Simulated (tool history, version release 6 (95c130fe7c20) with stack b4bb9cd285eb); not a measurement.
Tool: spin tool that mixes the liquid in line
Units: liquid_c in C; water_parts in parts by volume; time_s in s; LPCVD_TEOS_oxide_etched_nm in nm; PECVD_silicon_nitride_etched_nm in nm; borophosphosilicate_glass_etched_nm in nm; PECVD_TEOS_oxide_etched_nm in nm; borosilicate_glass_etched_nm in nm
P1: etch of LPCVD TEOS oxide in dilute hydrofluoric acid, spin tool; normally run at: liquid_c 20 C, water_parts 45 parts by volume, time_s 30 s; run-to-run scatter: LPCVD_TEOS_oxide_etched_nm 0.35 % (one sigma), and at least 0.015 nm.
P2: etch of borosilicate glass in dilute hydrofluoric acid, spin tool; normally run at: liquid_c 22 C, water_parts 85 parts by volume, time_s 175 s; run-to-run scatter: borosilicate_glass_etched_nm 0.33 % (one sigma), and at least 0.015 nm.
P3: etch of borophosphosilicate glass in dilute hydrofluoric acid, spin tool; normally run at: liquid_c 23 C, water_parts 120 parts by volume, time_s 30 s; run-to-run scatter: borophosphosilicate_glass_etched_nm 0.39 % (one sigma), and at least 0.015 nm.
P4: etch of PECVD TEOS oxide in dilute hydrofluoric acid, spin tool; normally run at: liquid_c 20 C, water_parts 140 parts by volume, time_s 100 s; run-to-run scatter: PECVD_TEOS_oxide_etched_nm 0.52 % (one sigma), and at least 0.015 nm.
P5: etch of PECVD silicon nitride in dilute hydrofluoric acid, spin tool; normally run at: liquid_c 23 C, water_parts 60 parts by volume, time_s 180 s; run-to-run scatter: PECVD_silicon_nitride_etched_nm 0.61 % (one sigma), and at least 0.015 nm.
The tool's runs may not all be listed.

| run | hour | process | liquid_c | water_parts | time_s | LPCVD_TEOS_oxide_etched_nm | PECVD_silicon_nitride_etched_nm | borophosphosilicate_glass_etched_nm | PECVD_TEOS_oxide_etched_nm | borosilicate_glass_etched_nm |
|---|---|---|---|---|---|---|---|---|---|---|
| 1 | 13.9 | P1 | 20 | 45 | 30 | 18.95 |  |  |  |  |
| 2 | 25.9 | P1 | 20 | 45 | 60 | 37.874 |  |  |  |  |
| 3 | 35.5 | P5 | 23 | 20 | 180 |  | 13.551 |  |  |  |
| 4 | 49.2 | P1 | 17 | 45 | 30 | 16.598 |  |  |  |  |
| 5 | 57.8 | P5 | 23 | 60 | 180 |  | 4.6901 |  |  |  |
| 6 | 76.3 | P1 | 20 | 70 | 30 | 11.817 |  |  |  |  |
| 7 | 88 | P3 | 23 | 120 | 15 |  |  | 4.7391 |  |  |
| 8 | 103.4 | P5 | 23 | 60 | 180 |  | 4.7158 |  |  |  |
| 9 | 114.1 | P4 | 20 | 140 | 40 |  |  |  | 3.1662 |  |
| 10 | 133.5 | P3 | 23 | 120 | 30 |  |  | 9.3993 |  |  |
| 11 | 147.3 | P1 | 20 | 75 | 15 | 5.4586 |  |  |  |  |
| 12 | 157.5 | P3 | 17 | 120 | 30 |  |  | 7.3826 |  |  |
| 13 | 167.9 | P1 | 20 | 45 | 30 | 18.825 |  |  |  |  |
| 14 | 180.2 | P3 | 23 | 120 | 30 |  |  | 9.4443 |  |  |
| 15 | 191.9 | P1 | 20 | 25 | 30 | 34.948 |  |  |  |  |
| 16 | 201.4 | P1 | 20 | 60 | 60 | 27.91 |  |  |  |  |
| 17 | 217.1 | P1 | 24 | 75 | 30 | 12.877 |  |  |  |  |
| 18 | 231.2 | P2 | 22 | 85 | 45 |  |  |  |  | 8.4713 |
| 19 | 248.4 | P2 | 22 | 85 | 175 |  |  |  |  | 33.017 |
| 20 | 264 | P1 | 20 | 45 | 30 | 19.038 |  |  |  |  |
| 21 | 278 | P1 | 20 | 45 | 15 | 9.4135 |  |  |  |  |
| 22 | 297.1 | P2 | 22 | 25 | 175 |  |  |  |  | 120.97 |
| 23 | 307.4 | P5 | 23 | 60 | 355 |  | 9.1943 |  |  |  |
| 24 | 316.3 | P4 | 17 | 140 | 100 |  |  |  | 7.0333 |  |
| 25 | 328.5 | P1 | 20 | 45 | 30 | 18.848 |  |  |  |  |
| 26 | 339.9 | P4 | 20 | 140 | 100 |  |  |  | 7.9235 |  |
| 27 | 355.3 | P2 | 30 | 85 | 175 |  |  |  |  | 45.186 |
| 28 | 368.2 | P4 | 20 | 65 | 100 |  |  |  | 18.553 |  |
| 29 | 381.9 | P1 | 26.5 | 45 | 30 | 24.814 |  |  |  |  |
| 30 | 399.1 | P3 | 23 | 25 | 30 |  |  | 50.68 |  |  |
| 31 | 416.7 | P5 | 30 | 60 | 180 |  | 7.3365 |  |  |  |
| 32 | 428.5 | P1 | 20 | 45 | 30 | 18.858 |  |  |  |  |
| 33 | 439 | P1 | 20 | 45 | 30 | 19.007 |  |  |  |  |
| 34 | 450.5 | P1 | 20 | 45 | 30 | 18.083 |  |  |  |  |
| 35 | 461.1 | P1 | 20 | 45 | 30 | 17.841 |  |  |  |  |
| 36 | 479.9 | P1 | 20 | 45 | 30 | 17.624 |  |  |  |  |
| 37 | 488.4 | P1 | 20 | 45 | 30 | 17.433 |  |  |  |  |
| 38 | 500 | P1 | 20 | 45 | 30 | 17.448 |  |  |  |  |
| 39 | 511.8 | P1 | 20 | 45 | 30 | 17.38 |  |  |  |  |

What P1 gives has crept away from where it was. These 2 causes fit the log equally well, each at the size given:
A: liquid colder than its thermometer reads (K) = 2
B: hydrofluoric acid flow below the setpoint (%) = 7.8
The creep began at about hour 439.

4 check runs are offered, one wafer each, their results left as question marks. Which one tells the causes apart?
| check 1 | 523.6 | P2 | 28 | 25 | 175 |  |  |  |  | ? |
| check 2 | 523.6 | P3 | 23 | 30 | 30 |  |  | ? |  |  |
| check 3 | 523.6 | P4 | 17 | 90 | 100 |  |  |  | ? |  |
| check 4 | 523.6 | P5 | 23 | 20 | 345 |  | ? |  |  |  |

What each check would give under each cause:
| check | result | if A | if B |
|---|---|---|---|
| check 1 | borosilicate_glass_etched_nm | 142.99 | 142.71 |
| check 2 | borophosphosilicate_glass_etched_nm | 38.773 | 38.786 |
| check 3 | PECVD_TEOS_oxide_etched_nm | 10.526 | 10.489 |
| check 4 | PECVD_silicon_nitride_etched_nm | 22.495 | 23.927 |
How far apart the two closest causes lie, in the result that separates them most: check 1 0.2 %; check 2 0.03 %; check 3 0.35 %; check 4 6.17 %
Check 4 tells the causes apart: in the others they would give nearly the same result.

Check 4 was then run and gave: PECVD_silicon_nitride_etched_nm 23.832 nm. Which cause is it?

It is B: hydrofluoric acid flow below the setpoint (%).
